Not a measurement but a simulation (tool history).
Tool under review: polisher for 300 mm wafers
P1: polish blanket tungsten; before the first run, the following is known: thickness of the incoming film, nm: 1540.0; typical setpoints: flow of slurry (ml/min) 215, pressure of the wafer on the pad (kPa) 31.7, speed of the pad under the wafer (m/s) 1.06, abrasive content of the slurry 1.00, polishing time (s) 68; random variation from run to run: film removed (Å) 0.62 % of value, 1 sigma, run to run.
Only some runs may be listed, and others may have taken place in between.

run	hour	flow of slurry (ml/min)	pressure of the wafer on the pad (kPa)	speed of the pad under the wafer (m/s)	abrasive content of the slurry	polishing time (s)	film removed (Å)
1	16.3	215	31.7	1.06	1.00	68	3543.1
2	23.9	215	31.7	1.06	1.00	68	3514.2
3	33.8	140	31.7	1.06	1.00	68	3284.4
# hour 45.8: slurry blender recalibrated
4	48.3	215	31.7	1.42	1.00	68	4663.4
5	58.0	215	31.7	1.06	1.00	108	5489.9
6	70.5	135	31.7	1.56	1.00	68	4782.3
7	78.5	215	31.7	1.06	1.25	68	3669.2
8	90.6	215	31.7	1.06	1.00	68	3508.0
9	99.0	215	31.7	1.06	0.65	68	3146.3
10	110.7	215	31.7	1.06	1.00	42	2145.0
11	125.6	215	23.4	1.06	1.00	68	2574.5
12	137.9	215	31.7	0.48	1.00	68	1575.1
13	149.8	215	15.2	1.06	1.35	68	1799.3
14	160.3	215	31.7	1.06	1.00	68	3483.0
15	168.4	140	31.7	1.46	1.00	68	4544.1
16	179.6	215	49.0	1.06	1.00	68	5419.5
17	193.6	340	31.7	1.06	1.00	68	3670.2
18	205.1	215	31.7	1.06	1.00	68	3479.7
19	218.8	215	31.7	1.06	1.00	68	3424.2
20	227.7	215	31.7	1.06	1.00	68	3339.7
21	243.1	215	31.7	1.06	1.00	68	3301.9
# hour 249.8: worn pad replaced by a new one
22	251.7	215	31.7	1.06	1.00	68	3278.7
# hour 255.1: slurry blender recalibrated
23	261.1	215	31.7	1.06	1.00	68	3278.7
# hour 267.8: slurry tank refilled with fresh slurry and peroxide
24	276.9	215	31.7	1.06	1.00	68	3212.1
25	285.9	215	31.7	1.06	1.00	68	3227.6

What does the tool deliver on the next run?
26	293.7	215	31.7	1.06	1.00	68	?

Run 26 measured film removed (Å) 3230.9.
